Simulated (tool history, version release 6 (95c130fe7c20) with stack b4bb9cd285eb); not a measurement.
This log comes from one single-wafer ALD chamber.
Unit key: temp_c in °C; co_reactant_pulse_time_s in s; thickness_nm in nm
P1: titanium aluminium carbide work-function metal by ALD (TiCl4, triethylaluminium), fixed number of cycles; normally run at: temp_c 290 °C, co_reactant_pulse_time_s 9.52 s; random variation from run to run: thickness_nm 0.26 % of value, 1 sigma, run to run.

| run | hour | temp_c | co_reactant_pulse_time_s | thickness_nm |
|---|---|---|---|---|
| 1 | 11.2 | 290 | 9.52 | 1.9302 |
| 2 | 22.1 | 272 | 13.23 | 1.8196 |
| 3 | 31 | 265 | 9.52 | 1.7127 |
| 4 | 39 | 290 | 9.52 | 1.9227 |
| 5 | 48.2 | 311 | 14.98 | 2.1918 |
| 6 | 60.5 | 290 | 9.52 | 1.9301 |
| 7 | 67.2 | 312 | 9.52 | 2.1172 |
| 8 | 77.8 | 306 | 5.34 | 1.8177 |
|  | 83.7 | triethylaluminium bottle replaced |
| 9 | 86.6 | 290 | 9.52 | 1.9345 |
| 10 | 93.5 | 290 | 4.19 | 1.5313 |
| 11 | 102.8 | 290 | 14.21 | 1.9868 |
| 12 | 111.9 | 290 | 9.52 | 1.932 |
| 13 | 122.7 | 290 | 9.52 | 1.922 |
| 14 | 133.7 | 290 | 9.52 | 1.905 |
| 15 | 142.2 | 290 | 9.52 | 1.9159 |
| 16 | 154.1 | 290 | 9.52 | 1.9071 |
| 17 | 165.3 | 290 | 9.52 | 1.9035 |
| 18 | 174 | 290 | 9.52 | 1.9032 |
| 19 | 185.6 | 290 | 9.52 | 1.9046 |
| 20 | 195.2 | 290 | 9.52 | 1.9054 |

Forecast run 21:
| 21 | 204.5 | 290 | 9.52 | ? |

{"run 21": {"thickness_nm": 1.9032}}
